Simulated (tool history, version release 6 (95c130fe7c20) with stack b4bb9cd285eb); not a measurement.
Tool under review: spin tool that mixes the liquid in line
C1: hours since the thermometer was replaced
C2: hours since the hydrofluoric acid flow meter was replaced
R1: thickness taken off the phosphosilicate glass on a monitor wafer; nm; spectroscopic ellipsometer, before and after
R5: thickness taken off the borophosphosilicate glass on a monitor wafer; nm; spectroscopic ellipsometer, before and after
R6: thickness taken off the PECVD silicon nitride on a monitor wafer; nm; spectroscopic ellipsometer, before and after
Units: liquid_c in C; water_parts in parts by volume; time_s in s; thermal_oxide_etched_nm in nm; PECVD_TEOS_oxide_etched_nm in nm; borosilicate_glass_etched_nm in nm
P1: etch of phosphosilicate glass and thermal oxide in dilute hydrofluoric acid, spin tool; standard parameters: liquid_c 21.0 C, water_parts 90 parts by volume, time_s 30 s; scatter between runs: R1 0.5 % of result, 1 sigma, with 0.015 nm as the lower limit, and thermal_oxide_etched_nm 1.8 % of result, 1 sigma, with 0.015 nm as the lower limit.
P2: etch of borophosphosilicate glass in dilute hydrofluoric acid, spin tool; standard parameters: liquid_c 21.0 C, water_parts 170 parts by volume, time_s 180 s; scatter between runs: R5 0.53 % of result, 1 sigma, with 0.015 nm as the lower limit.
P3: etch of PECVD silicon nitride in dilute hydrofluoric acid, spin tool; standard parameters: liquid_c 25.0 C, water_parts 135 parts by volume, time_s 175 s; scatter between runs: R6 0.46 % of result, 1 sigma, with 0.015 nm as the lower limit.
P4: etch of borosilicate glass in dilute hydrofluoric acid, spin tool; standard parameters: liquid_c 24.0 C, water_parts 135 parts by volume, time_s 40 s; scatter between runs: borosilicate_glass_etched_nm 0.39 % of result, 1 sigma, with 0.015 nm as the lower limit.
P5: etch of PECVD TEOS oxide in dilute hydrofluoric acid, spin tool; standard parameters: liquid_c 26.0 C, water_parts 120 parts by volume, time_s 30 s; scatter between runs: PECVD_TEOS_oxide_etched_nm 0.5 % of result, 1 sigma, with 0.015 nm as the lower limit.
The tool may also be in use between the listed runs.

Run 1, hour 7.0: process P1, liquid_c 21.0 C, water_parts 90 parts by volume, time_s 30 s; C1 952.0; C2 601.3. Result: R1 18.4150 nm, thermal_oxide_etched_nm 1.37240 nm.
Run 2, hour 17.2: process P5, liquid_c 26.0 C, water_parts 45 parts by volume, time_s 30 s; C1 962.2; C2 611.5. Result: PECVD_TEOS_oxide_etched_nm 12.1910 nm.
Run 3, hour 26.2: process P1, liquid_c 21.0 C, water_parts 90 parts by volume, time_s 15 s; C1 971.2; C2 620.5. Result: R1 9.2066 nm, thermal_oxide_etched_nm 0.68107 nm.
Run 4, hour 35.7: process P4, liquid_c 24.0 C, water_parts 35 parts by volume, time_s 40 s; C1 980.7; C2 630.0. Result: borosilicate_glass_etched_nm 37.0060 nm.
Run 5, hour 49.9: process P2, liquid_c 21.0 C, water_parts 50 parts by volume, time_s 180 s; C1 994.9; C2 644.2. Result: R5 138.450 nm.
Run 6, hour 56.9: process P1, liquid_c 17.0 C, water_parts 90 parts by volume, time_s 30 s; C1 1001.9; C2 651.2. Result: R1 15.4020 nm, thermal_oxide_etched_nm 1.13030 nm.
Run 7, hour 68.9: process P5, liquid_c 19.0 C, water_parts 120 parts by volume, time_s 30 s; C1 1013.9; C2 663.2. Result: PECVD_TEOS_oxide_etched_nm 3.1131 nm.
Run 8, hour 84.4: process P3, liquid_c 33.5 C, water_parts 135 parts by volume, time_s 175 s; C1 1029.4; C2 678.7. Result: R6 9.9282 nm.
Run 9, hour 91.5: process P1, liquid_c 21.0 C, water_parts 90 parts by volume, time_s 30 s; C1 1036.5; C2 685.8. Result: R1 18.3780 nm, thermal_oxide_etched_nm 1.37760 nm.
Run 10, hour 103.1: process P5, liquid_c 26.0 C, water_parts 120 parts by volume, time_s 30 s; C1 1048.1; C2 697.4. Result: PECVD_TEOS_oxide_etched_nm 4.1408 nm.
Run 11, hour 116.1: process P4, liquid_c 24.0 C, water_parts 135 parts by volume, time_s 40 s; C1 1061.1; C2 710.4. Result: borosilicate_glass_etched_nm 8.3940 nm.
Run 12, hour 125.5: process P2, liquid_c 21.0 C, water_parts 170 parts by volume, time_s 180 s; C1 1070.5; C2 719.8. Result: R5 35.805 nm.
Run 13, hour 135.2: process P2, liquid_c 21.0 C, water_parts 170 parts by volume, time_s 85 s; C1 1080.2; C2 729.5. Result: R5 16.770 nm.
Run 14, hour 145.1: process P1, liquid_c 21.0 C, water_parts 90 parts by volume, time_s 30 s; C1 1090.1; C2 739.4. Result: R1 18.2800 nm, thermal_oxide_etched_nm 1.31390 nm.
Run 15, hour 156.9: process P3, liquid_c 25.0 C, water_parts 135 parts by volume, time_s 95 s; C1 1101.9; C2 751.2. Result: R6 3.2110 nm.
Run 16, hour 168.8: process P1, liquid_c 21.0 C, water_parts 90 parts by volume, time_s 30 s; C1 1113.8; C2 763.1. Result: R1 18.2810 nm, thermal_oxide_etched_nm 1.35990 nm.
Run 17, hour 182.6: process P1, liquid_c 21.0 C, water_parts 90 parts by volume, time_s 60 s; C1 1127.6; C2 776.9. Result: R1 36.6680 nm, thermal_oxide_etched_nm 2.64530 nm.
Run 18, hour 196.5: process P1, liquid_c 21.0 C, water_parts 90 parts by volume, time_s 30 s; C1 1141.5; C2 790.8. Result: R1 18.4180 nm, thermal_oxide_etched_nm 1.37110 nm.
Run 19, hour 211.3: process P4, liquid_c 31.5 C, water_parts 135 parts by volume, time_s 40 s; C1 1156.3; C2 805.6. Result: borosilicate_glass_etched_nm 11.2210 nm.
Run 20, hour 222.8: process P1, liquid_c 25.0 C, water_parts 90 parts by volume, time_s 30 s; C1 1167.8; C2 817.1. Result: R1 21.7280 nm, thermal_oxide_etched_nm 1.60950 nm.
Run 21, hour 231.0: process P2, liquid_c 28.0 C, water_parts 170 parts by volume, time_s 180 s; C1 1176.0; C2 825.3. Result: R5 46.070 nm.
Run 22, hour 243.7: process P3, liquid_c 25.0 C, water_parts 135 parts by volume, time_s 175 s; C1 1188.7; C2 838.0. Result: R6 5.8640 nm.
Run 23, hour 250.7: process P5, liquid_c 26.0 C, water_parts 120 parts by volume, time_s 15 s; C1 1195.7; C2 845.0. Result: PECVD_TEOS_oxide_etched_nm 2.0725 nm.
Run 24, hour 265.2: process P3, liquid_c 25.0 C, water_parts 200 parts by volume, time_s 175 s; C1 1210.2; C2 859.5. Result: R6 4.0024 nm.
Run 25, hour 275.4: process P4, liquid_c 24.0 C, water_parts 135 parts by volume, time_s 40 s; C1 1220.4; C2 869.7. Result: borosilicate_glass_etched_nm 8.4313 nm.
Run 26, hour 289.6: process P1, liquid_c 25.0 C, water_parts 90 parts by volume, time_s 50 s; C1 1234.6; C2 883.9. Result: R1 35.6740 nm, thermal_oxide_etched_nm 2.73310 nm.
Run 27, hour 299.2: process P1, liquid_c 21.0 C, water_parts 40 parts by volume, time_s 30 s; C1 1244.2; C2 893.5. Result: R1 43.6080 nm, thermal_oxide_etched_nm 3.34920 nm.
Run 28, hour 313.1: process P5, liquid_c 26.0 C, water_parts 120 parts by volume, time_s 30 s; C1 1258.1; C2 907.4. Result: PECVD_TEOS_oxide_etched_nm 4.1030 nm.
Run 29, hour 323.9: process P4, liquid_c 24.0 C, water_parts 135 parts by volume, time_s 15 s; C1 1268.9; C2 918.2. Result: borosilicate_glass_etched_nm 3.1739 nm.
Run 30, hour 331.1: process P1, liquid_c 21.0 C, water_parts 130 parts by volume, time_s 30 s; C1 1276.1; C2 925.4. Result: R1 12.0910 nm, thermal_oxide_etched_nm 0.92210 nm.
Run 31, hour 345.4: process P1, liquid_c 21.0 C, water_parts 90 parts by volume, time_s 30 s; C1 1290.4; C2 939.7. Result: R1 18.3410 nm, thermal_oxide_etched_nm 1.39840 nm.
Run 32, hour 354.8: process P1, liquid_c 21.0 C, water_parts 90 parts by volume, time_s 30 s; C1 1299.8; C2 949.1. Result: R1 18.6460 nm, thermal_oxide_etched_nm 1.36290 nm.
Run 33, hour 367.7: process P1, liquid_c 21.0 C, water_parts 90 parts by volume, time_s 30 s; C1 1312.7; C2 962.0. Result: R1 19.2510 nm, thermal_oxide_etched_nm 1.44610 nm.
Run 34, hour 382.7: process P1, liquid_c 21.0 C, water_parts 90 parts by volume, time_s 30 s; C1 1327.7; C2 977.0. Result: R1 19.5170 nm, thermal_oxide_etched_nm 1.41660 nm.
Run 35, hour 394.7: process P1, liquid_c 21.0 C, water_parts 90 parts by volume, time_s 30 s; C1 1339.7; C2 989.0. Result: R1 19.6000 nm, thermal_oxide_etched_nm 1.41510 nm.
Run 36, hour 406.8: process P1, liquid_c 21.0 C, water_parts 90 parts by volume, time_s 30 s; C1 1351.8; C2 1001.1. Result: R1 19.6830 nm, thermal_oxide_etched_nm 1.48990 nm.
Run 37, hour 421.2: process P1, liquid_c 21.0 C, water_parts 90 parts by volume, time_s 30 s; C1 1366.2; C2 1015.5. Result: R1 19.9460 nm, thermal_oxide_etched_nm 1.46760 nm.
Run 38, hour 435.7: process P1, liquid_c 21.0 C, water_parts 90 parts by volume, time_s 30 s; C1 1380.7; C2 1030.0. Result: R1 19.9580 nm, thermal_oxide_etched_nm 1.47510 nm.
Run 39, hour 443.6: process P1, liquid_c 21.0 C, water_parts 90 parts by volume, time_s 30 s; C1 1388.6; C2 1037.9. Result: R1 19.9080 nm, thermal_oxide_etched_nm 1.46880 nm.
Run 40, hour 455.7: process P1, liquid_c 21.0 C, water_parts 90 parts by volume, time_s 30 s; C1 1400.7; C2 1050.0. Result: R1 19.8350 nm, thermal_oxide_etched_nm 1.48220 nm.

P1 has crept away from where it was. The log is fitted equally well by each of these 2 causes, at the sizes shown:
A: liquid hotter than its thermometer reads (K) = 1.93
B: hydrofluoric acid flow above the setpoint (%) = 7.35
The creep began at about hour 345.4.

Consider the 4 single-wafer check runs listed below, results given as question marks: which one distinguishes between the causes by giving clearly different results for each?
Run check 1, hour 467.8: process P5, liquid_c 26.0 C, water_parts 60 parts by volume, time_s 15 s. Result: PECVD_TEOS_oxide_etched_nm ?.
Run check 2, hour 467.8: process P4, liquid_c 24.0 C, water_parts 50 parts by volume, time_s 40 s. Result: borosilicate_glass_etched_nm ?.
Run check 3, hour 467.8: process P2, liquid_c 21.0 C, water_parts 65 parts by volume, time_s 90 s. Result: R5 ?.
Run check 4, hour 467.8: process P3, liquid_c 30.5 C, water_parts 135 parts by volume, time_s 175 s. Result: R6 ?.

What every check run would give for each of its results, assuming each possible cause in turn:
  check                        result     if A     if B
check 1    PECVD_TEOS_oxide_etched_nm   4.8276   4.8262
check 2  borosilicate_glass_etched_nm  27.4600  27.3660
check 3                            R5   56.779   56.579
check 4                            R6   9.3447   8.9280
Gap, in per cent, between the two causes that each check separates least, read from the result that separates them most: check 1 0.03 %; check 2 0.34 %; check 3 0.35 %; check 4 4.56 %
The causes can be told apart only by check 4. The other checks would give nearly the same results under each of them.

Check 4 has now been run. It gave: R6 9.3545 nm. Which of the candidate causes is it?

It is A: liquid hotter than its thermometer reads (K).

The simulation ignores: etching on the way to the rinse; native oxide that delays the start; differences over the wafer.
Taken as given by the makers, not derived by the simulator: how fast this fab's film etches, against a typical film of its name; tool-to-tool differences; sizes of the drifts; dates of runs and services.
